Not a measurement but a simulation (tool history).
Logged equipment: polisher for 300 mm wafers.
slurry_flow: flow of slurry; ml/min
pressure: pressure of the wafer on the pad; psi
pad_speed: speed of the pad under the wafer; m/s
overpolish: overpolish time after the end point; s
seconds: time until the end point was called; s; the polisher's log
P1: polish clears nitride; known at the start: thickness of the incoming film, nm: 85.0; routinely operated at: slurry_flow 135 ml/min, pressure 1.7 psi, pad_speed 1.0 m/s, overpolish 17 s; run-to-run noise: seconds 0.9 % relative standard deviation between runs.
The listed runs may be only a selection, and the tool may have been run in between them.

run   hour  slurry_flow  pressure  pad_speed  overpolish  wafers polished on this pad  hours since the slurry nozzle was cleaned  hours since the head pressure was calibrated  seconds
  1    9.2          135       1.7        1.0          17                          437                                       94.7                                         189.2  148.130
  2   20.0          105       2.2        1.0          17                          508                                      105.5                                         200.0  120.550
  3   25.6          205       1.7        1.0          17                          545                                      111.1                                         205.6  136.800
  4   35.6           80       1.7        1.0          17                          610                                      121.1                                         215.6  167.080
  5   44.2          135       1.7        1.0          28                          666                                      129.7                                         224.2  146.640
  6   50.9          135       1.7        1.5          17                          710                                      136.4                                         230.9   98.696
  7   61.7          135       1.7        1.0          17                          781                                      147.2                                         241.7  149.080
  8   72.6          135       1.7        1.0           5                          852                                      158.1                                         252.6  147.770
  9   80.9          135       1.7        0.5          17                          906                                      166.4                                         260.9  291.790
 10   85.9          135       1.7        1.0          17                          939                                      171.4                                         265.9  146.860
 11   93.7          175       1.7        1.0           5                          990                                      179.2                                         273.7  142.310
 12   99.2          135       1.7        1.0          17                         1026                                      184.7                                         279.2  144.580
 13  109.9          135       1.0        1.0          17                         1096                                      195.4                                         289.9  253.450
 14  116.0          135       1.7        1.0          17                         1136                                      201.5                                         296.0  148.090
 15  123.7          135       2.3        1.0          17                         1186                                      209.2                                         303.7  108.950
 16  130.7          180       2.2        1.0          17                         1232                                      216.2                                         310.7  108.020
 17  135.6          135       1.7        1.0          17                         1264                                      221.1                                         315.6  149.310
 18  143.0          135       1.7        1.0          17                         1312                                      228.5                                         323.0  146.170
 19  151.7          135       1.7        1.0          17                         1369                                      237.2                                         331.7  152.830
 20  158.4          135       1.7        1.0          17                         1413                                      243.9                                         338.4  151.950
 21  168.3          135       1.7        1.0          17                         1478                                      253.8                                         348.3  155.390
 22  174.3          135       1.7        1.0          17                         1517                                      259.8                                         354.3  152.280
 23  179.9          135       1.7        1.0          17                         1554                                      265.4                                         359.9  156.620
 24  185.5          135       1.7        1.0          17                         1590                                      271.0                                         365.5  157.010
 25  190.9          135       1.7        1.0          17                         1626                                      276.4                                         370.9  157.150
 26  196.5          135       1.7        1.0          17                         1662                                      282.0                                         376.5  156.230
     200.1  -- head pressure recalibrated
 27  205.5          135       1.7        1.0          17                         1721                                      291.0                                           5.5  157.650
 28  212.1          135       1.7        1.0          17                         1764                                      297.6                                          12.1  156.900
 29  223.2          135       1.7        1.0          17                         1837                                      308.7                                          23.2  160.450

P1 has crept away from where it was. The log is fitted equally well by each of these 2 causes, at the sizes shown:
A: slurry flow missing at the pad, % = 26.6
B: removal rate lost through wear of the pad, % = 6.63
The process output started creeping at around hour 143.0.
Why every other cause is out:
head's pressure below its setpoint, %: work on it at hour 200.1, done after the drift set in, did not restore what the process gave before

Consider the 4 check runs below, whose results appear as question marks and each of which averages 3 wafers. Which one distinguishes the causes, in that each cause would give it a clearly different result?
check 1  234.3          135       1.7       1.00           7                                                                                                                              ?
check 2  234.3          135       1.7       1.00           5                                                                                                                              ?
check 3  234.3          135       1.7       1.26          23                                                                                                                              ?
check 4  234.3           80       1.7       1.00          17                                                                                                                              ?

If the cause were each of the candidates in turn, the checks would give the following:
  check   result     if A     if B
check 1  seconds  157.970  157.960
check 2  seconds  157.970  157.960
check 3  seconds  125.370  125.370
check 4  seconds  186.800  179.610
Smallest distance between any two causes, each pair judged by its most separating result, in per cent: check 1 0.01 %; check 2 0.01 %; check 3 0.01 %; check 4 3.93 %
Check 4 distinguishes between the causes, while the remaining checks would return nearly the same result for all of them.

Here is what check 4 returned: seconds 179.480 s. Which cause is it?

The cause is B: removal rate lost through wear of the pad, %.
